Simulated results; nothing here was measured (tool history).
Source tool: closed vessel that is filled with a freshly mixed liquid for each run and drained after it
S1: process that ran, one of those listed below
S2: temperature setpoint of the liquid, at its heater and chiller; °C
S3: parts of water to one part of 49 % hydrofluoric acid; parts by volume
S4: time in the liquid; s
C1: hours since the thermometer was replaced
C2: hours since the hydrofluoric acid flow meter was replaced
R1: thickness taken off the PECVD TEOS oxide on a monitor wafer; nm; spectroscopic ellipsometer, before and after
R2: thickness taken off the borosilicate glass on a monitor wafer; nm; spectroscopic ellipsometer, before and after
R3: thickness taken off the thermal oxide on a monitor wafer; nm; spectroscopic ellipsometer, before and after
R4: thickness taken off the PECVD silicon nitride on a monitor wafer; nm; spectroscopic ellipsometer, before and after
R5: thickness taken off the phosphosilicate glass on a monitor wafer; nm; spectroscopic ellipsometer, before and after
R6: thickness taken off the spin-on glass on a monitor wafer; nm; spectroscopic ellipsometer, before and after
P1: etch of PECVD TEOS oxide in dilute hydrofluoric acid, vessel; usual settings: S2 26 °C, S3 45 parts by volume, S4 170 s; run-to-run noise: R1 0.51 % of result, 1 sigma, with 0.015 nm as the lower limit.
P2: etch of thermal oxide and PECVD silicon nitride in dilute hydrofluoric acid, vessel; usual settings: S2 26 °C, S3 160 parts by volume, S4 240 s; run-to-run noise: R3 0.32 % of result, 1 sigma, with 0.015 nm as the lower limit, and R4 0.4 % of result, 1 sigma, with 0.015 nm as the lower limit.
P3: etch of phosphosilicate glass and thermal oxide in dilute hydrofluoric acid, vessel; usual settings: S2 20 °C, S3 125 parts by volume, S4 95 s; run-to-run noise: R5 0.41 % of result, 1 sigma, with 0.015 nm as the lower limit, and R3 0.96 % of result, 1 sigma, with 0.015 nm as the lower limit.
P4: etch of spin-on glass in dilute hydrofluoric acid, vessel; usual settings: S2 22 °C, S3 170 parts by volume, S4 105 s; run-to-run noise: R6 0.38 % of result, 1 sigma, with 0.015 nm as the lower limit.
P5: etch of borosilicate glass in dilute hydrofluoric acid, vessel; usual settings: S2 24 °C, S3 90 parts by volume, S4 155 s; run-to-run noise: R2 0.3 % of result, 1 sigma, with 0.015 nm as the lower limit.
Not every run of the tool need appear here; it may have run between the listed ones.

run 1 hour=8.6 | S1=P1 S2=26 S3=45 S4=170 | C1=533.8 C2=780.6 | R1=56.348
run 2 hour=19.5 | S1=P5 S2=24 S3=125 S4=155 | C1=544.7 C2=791.5 | R2=22.317
run 3 hour=29.6 | S1=P1 S2=26 S3=45 S4=305 | C1=554.8 C2=801.6 | R1=100.16
run 4 hour=41.2 | S1=P2 S2=26 S3=160 S4=240 | C1=566.4 C2=813.2 | R3=6.9428 R4=9.9284
run 5 hour=52.3 | S1=P3 S2=20 S3=55 S4=95 | C1=577.5 C2=824.3 | R3=7.1348 R5=128.66
run 6 hour=59 | S1=P1 S2=26 S3=70 S4=170 | C1=584.2 C2=831 | R1=34.872
run 7 hour=71.1 | S1=P2 S2=26 S3=160 S4=450 | C1=596.3 C2=843.1 | R3=13.193 R4=18.599
run 8 hour=81.7 | S1=P3 S2=26 S3=125 S4=95 | C1=606.9 C2=853.7 | R3=3.6543 R5=66.836
run 9 hour=90 | S1=P2 S2=20 S3=160 S4=240 | C1=615.2 C2=862 | R3=5.5539 R4=6.7462
run 10 hour=102.1 | S1=P5 S2=24 S3=90 S4=230 | C1=627.3 C2=874.1 | R2=47.841
run 11 hour=114.8 | S1=P1 S2=26 S3=45 S4=170 | C1=640 C2=886.8 | R1=55.987
run 12 hour=124.3 | S1=P4 S2=22 S3=170 S4=190 | C1=649.5 C2=896.3 | R6=53.055
-- hour=132.6 thermometer replaced
run 13 hour=135.6 | S1=P3 S2=20 S3=125 S4=50 | C1=3 C2=907.6 | R3=1.5401 R5=27.595
run 14 hour=146.3 | S1=P1 S2=26 S3=45 S4=170 | C1=13.7 C2=918.3 | R1=55.972
run 15 hour=153.6 | S1=P1 S2=18 S3=45 S4=260 | C1=21 C2=925.6 | R1=61.152
-- hour=161.1 hydrofluoric acid flow meter replaced
run 16 hour=165.6 | S1=P4 S2=22 S3=90 S4=105 | C1=33 C2=4.5 | R6=60.899
run 17 hour=176.1 | S1=P5 S2=24 S3=90 S4=155 | C1=43.5 C2=15 | R2=32.399
run 18 hour=186.2 | S1=P4 S2=22 S3=170 S4=105 | C1=53.6 C2=25.1 | R6=29.22
run 19 hour=196.7 | S1=P1 S2=26 S3=45 S4=170 | C1=64.1 C2=35.6 | R1=55.681
run 20 hour=209.7 | S1=P1 S2=30 S3=45 S4=170 | C1=77.1 C2=48.6 | R1=65.905
run 21 hour=219.5 | S1=P5 S2=24 S3=90 S4=155 | C1=86.9 C2=58.4 | R2=32.404
run 22 hour=227.9 | S1=P3 S2=20 S3=125 S4=95 | C1=95.3 C2=66.8 | R3=2.9084 R5=52.3
run 23 hour=237.4 | S1=P3 S2=20 S3=125 S4=95 | C1=104.8 C2=76.3 | R3=2.8827 R5=52.143
run 24 hour=243.4 | S1=P1 S2=19 S3=45 S4=285 | C1=110.8 C2=82.3 | R1=69.978
run 25 hour=255 | S1=P2 S2=26 S3=160 S4=240 | C1=122.4 C2=93.9 | R3=6.9801 R4=9.9923
run 26 hour=264.5 | S1=P1 S2=21.5 S3=45 S4=170 | C1=131.9 C2=103.4 | R1=46.267
run 27 hour=273.3 | S1=P1 S2=26 S3=25 S4=170 | C1=140.7 C2=112.2 | R1=103.82
run 28 hour=285.7 | S1=P4 S2=28 S3=170 S4=105 | C1=153.1 C2=124.6 | R6=36.698
run 29 hour=298.9 | S1=P1 S2=26 S3=45 S4=95 | C1=166.3 C2=137.8 | R1=31.17
run 30 hour=307.1 | S1=P5 S2=30 S3=90 S4=155 | C1=174.5 C2=146 | R2=40.943
run 31 hour=315.7 | S1=P1 S2=26 S3=45 S4=170 | C1=183.1 C2=154.6 | R1=55.492
run 32 hour=325.6 | S1=P2 S2=26 S3=285 S4=240 | C1=193 C2=164.5 | R3=3.4284 R4=5.5823
run 33 hour=332.6 | S1=P1 S2=26 S3=45 S4=170 | C1=200 C2=171.5 | R1=56.158
run 34 hour=343.3 | S1=P1 S2=26 S3=45 S4=170 | C1=210.7 C2=182.2 | R1=57.44
run 35 hour=355.1 | S1=P1 S2=26 S3=45 S4=170 | C1=222.5 C2=194 | R1=57.956
run 36 hour=368.1 | S1=P1 S2=26 S3=45 S4=170 | C1=235.5 C2=207 | R1=58.529
run 37 hour=374.8 | S1=P1 S2=26 S3=45 S4=170 | C1=242.2 C2=213.7 | R1=59.026
run 38 hour=387 | S1=P1 S2=26 S3=45 S4=170 | C1=254.4 C2=225.9 | R1=59.689
run 39 hour=399.3 | S1=P1 S2=26 S3=45 S4=170 | C1=266.7 C2=238.2 | R1=58.84
run 40 hour=411.7 | S1=P1 S2=26 S3=45 S4=170 | C1=279.1 C2=250.6 | R1=59.698
run 41 hour=424.5 | S1=P1 S2=26 S3=45 S4=170 | C1=291.9 C2=263.4 | R1=59.47
run 42 hour=431.4 | S1=P1 S2=26 S3=45 S4=170 | C1=298.8 C2=270.3 | R1=59.211
run 43 hour=440.9 | S1=P1 S2=26 S3=45 S4=170 | C1=308.3 C2=279.8 | R1=60.111

Compared with where it was, what P1 gives has crept away. Each cause listed below fits the log as well as the rest, at the size given for it:
A: liquid hotter than its thermometer reads (K) = 1.56
B: hydrofluoric acid flow above the setpoint (%) = 6.1
The gradual shift began around hour 332.6.

Each of the 4 check runs below uses one wafer; its results are left as question marks. Which run tells the causes apart?
run check 1 hour=450.4 | S1=P5 S2=24 S3=125 S4=155 | R2=?
run check 2 hour=450.4 | S1=P2 S2=26 S3=275 S4=405 | R3=? R4=?
run check 3 hour=450.4 | S1=P3 S2=24 S3=125 S4=95 | R3=? R5=?
run check 4 hour=450.4 | S1=P4 S2=22 S3=90 S4=105 | R6=?

Outcome of each check run for each possible cause:
check=check_1 result=R2 if_A=23.663 if_B=23.843
check=check_2 result=R3 if_A=6.3674 if_B=6.513
check=check_2 result=R4 if_A=10.731 if_B=10.372
check=check_3 result=R3 if_A=3.5993 if_B=3.6266
check=check_3 result=R5 if_A=65.255 if_B=65.75
check=check_4 result=R6 if_A=64.641 if_B=64.796
Per-check spread between the two closest causes, in the result where they differ most: check 1 0.76 %; check 2 3.41 %; check 3 0.76 %; check 4 0.24 %
Check 2 distinguishes between the causes, while the remaining checks would return nearly the same result for all of them.

The results of check 2 are: R3 6.3499 nm; R4 10.636 nm. Based on these, which of the listed causes is it?

The correct cause is A, namely: liquid hotter than its thermometer reads (K).
